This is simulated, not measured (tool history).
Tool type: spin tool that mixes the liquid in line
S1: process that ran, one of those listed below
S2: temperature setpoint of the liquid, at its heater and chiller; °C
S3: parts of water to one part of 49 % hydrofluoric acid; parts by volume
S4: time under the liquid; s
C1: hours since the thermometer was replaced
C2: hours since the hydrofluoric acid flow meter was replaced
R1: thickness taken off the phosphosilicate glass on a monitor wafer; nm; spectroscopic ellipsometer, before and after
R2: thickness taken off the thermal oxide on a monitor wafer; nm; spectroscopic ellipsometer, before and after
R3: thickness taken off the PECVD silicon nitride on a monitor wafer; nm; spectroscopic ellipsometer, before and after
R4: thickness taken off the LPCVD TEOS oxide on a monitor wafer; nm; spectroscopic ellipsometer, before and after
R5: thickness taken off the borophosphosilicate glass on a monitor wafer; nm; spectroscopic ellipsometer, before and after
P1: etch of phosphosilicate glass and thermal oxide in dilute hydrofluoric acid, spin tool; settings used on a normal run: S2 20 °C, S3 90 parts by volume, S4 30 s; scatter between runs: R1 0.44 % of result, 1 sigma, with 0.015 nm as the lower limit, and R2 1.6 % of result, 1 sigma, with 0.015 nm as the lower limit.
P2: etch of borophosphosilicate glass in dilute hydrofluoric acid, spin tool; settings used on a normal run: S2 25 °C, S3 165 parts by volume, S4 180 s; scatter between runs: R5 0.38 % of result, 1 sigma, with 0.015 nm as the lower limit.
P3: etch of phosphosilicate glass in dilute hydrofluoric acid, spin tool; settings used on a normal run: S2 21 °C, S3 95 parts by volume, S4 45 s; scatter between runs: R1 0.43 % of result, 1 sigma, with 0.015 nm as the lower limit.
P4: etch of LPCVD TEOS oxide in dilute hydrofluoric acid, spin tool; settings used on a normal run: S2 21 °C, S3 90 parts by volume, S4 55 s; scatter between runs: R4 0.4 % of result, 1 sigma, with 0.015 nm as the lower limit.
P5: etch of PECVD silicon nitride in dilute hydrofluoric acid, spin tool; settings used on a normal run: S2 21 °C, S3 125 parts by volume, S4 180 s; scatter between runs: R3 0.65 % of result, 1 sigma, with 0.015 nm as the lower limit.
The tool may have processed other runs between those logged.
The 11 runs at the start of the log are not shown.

Run 12, hour 69: S1 P3, S2 21 °C, S3 95 parts by volume, S4 45 s; C1 605.5; C2 855.7. Result: R1 52.026 nm.
Run 13, hour 76.2: S1 P2, S2 17 °C, S3 165 parts by volume, S4 180 s; C1 612.7; C2 862.9. Result: R5 19.59 nm.
Run 14, hour 80.8: S1 P5, S2 17 °C, S3 125 parts by volume, S4 180 s; C1 617.3; C2 867.5. Result: R3 2.6132 nm.
Run 15, hour 86.6: S1 P1, S2 20 °C, S3 90 parts by volume, S4 30 s; C1 623.1; C2 873.3. Result: R1 45.739 nm, R2 1.3475 nm.
Run 16, hour 92.5: S1 P4, S2 21 °C, S3 90 parts by volume, S4 55 s; C1 629; C2 879.2. Result: R4 18.161 nm.
Run 17, hour 96.6: S1 P3, S2 17 °C, S3 95 parts by volume, S4 45 s; C1 633.1; C2 883.3. Result: R1 44.148 nm.
Run 18, hour 101.4: S1 P2, S2 25 °C, S3 40 parts by volume, S4 180 s; C1 637.9; C2 888.1. Result: R5 128.27 nm.
Run 19, hour 107.2: S1 P3, S2 21 °C, S3 25 parts by volume, S4 45 s; C1 643.7; C2 893.9. Result: R1 212.53 nm.
Run 20, hour 113.5: S1 P4, S2 21 °C, S3 90 parts by volume, S4 55 s; C1 650; C2 900.2. Result: R4 18.191 nm.
Run 21, hour 118: S1 P5, S2 21 °C, S3 125 parts by volume, S4 180 s; C1 654.5; C2 904.7. Result: R3 3.4832 nm.
Run 22, hour 123.5: S1 P1, S2 20 °C, S3 90 parts by volume, S4 30 s; C1 660; C2 910.2. Result: R1 45.719 nm, R2 1.3368 nm.
Run 23, hour 127.1: S1 P5, S2 21 °C, S3 125 parts by volume, S4 35 s; C1 663.6; C2 913.8. Result: R3 0.66164 nm.
Run 24, hour 131.4: S1 P3, S2 21 °C, S3 95 parts by volume, S4 15 s; C1 667.9; C2 918.1. Result: R1 17.058 nm.
Run 25, hour 134.9: S1 P5, S2 21 °C, S3 55 parts by volume, S4 180 s; C1 671.4; C2 921.6. Result: R3 7.7369 nm.
Run 26, hour 141.2: S1 P1, S2 20 °C, S3 90 parts by volume, S4 30 s; C1 677.7; C2 927.9. Result: R1 45.818 nm, R2 1.2956 nm.
Run 27, hour 144.8: S1 P1, S2 20 °C, S3 90 parts by volume, S4 30 s; C1 681.3; C2 931.5. Result: R1 45.502 nm, R2 1.327 nm.
Run 28, hour 149.5: S1 P1, S2 17 °C, S3 90 parts by volume, S4 30 s; C1 686; C2 936.2. Result: R1 40.178 nm, R2 1.2138 nm.
Run 29, hour 153.2: S1 P4, S2 17 °C, S3 90 parts by volume, S4 55 s; C1 689.7; C2 939.9. Result: R4 15.407 nm.
Run 30, hour 160.7: S1 P4, S2 21 °C, S3 50 parts by volume, S4 55 s; C1 697.2; C2 947.4. Result: R4 34.436 nm.
Run 31, hour 166.4: S1 P1, S2 20 °C, S3 90 parts by volume, S4 30 s; C1 702.9; C2 953.1. Result: R1 45.174 nm, R2 1.3691 nm.
Run 32, hour 170.2: S1 P1, S2 20 °C, S3 90 parts by volume, S4 30 s; C1 706.7; C2 956.9. Result: R1 43.995 nm, R2 1.2703 nm.
Run 33, hour 175.5: S1 P1, S2 20 °C, S3 90 parts by volume, S4 30 s; C1 712; C2 962.2. Result: R1 43.131 nm, R2 1.2449 nm.
Run 34, hour 179.7: S1 P1, S2 20 °C, S3 90 parts by volume, S4 30 s; C1 716.2; C2 966.4. Result: R1 42.982 nm, R2 1.2669 nm.
Run 35, hour 185.2: S1 P1, S2 20 °C, S3 90 parts by volume, S4 30 s; C1 721.7; C2 971.9. Result: R1 42.384 nm, R2 1.2307 nm.

Estimate the outcome of run 36 from the log above:
Run 36, hour 192.6: S1 P1, S2 20 °C, S3 90 parts by volume, S4 30 s; C1 729.1; C2 979.3. Result: R1 ?, R2 ?.

Run 36 yielded R1 41.936 nm, R2 1.2338 nm.
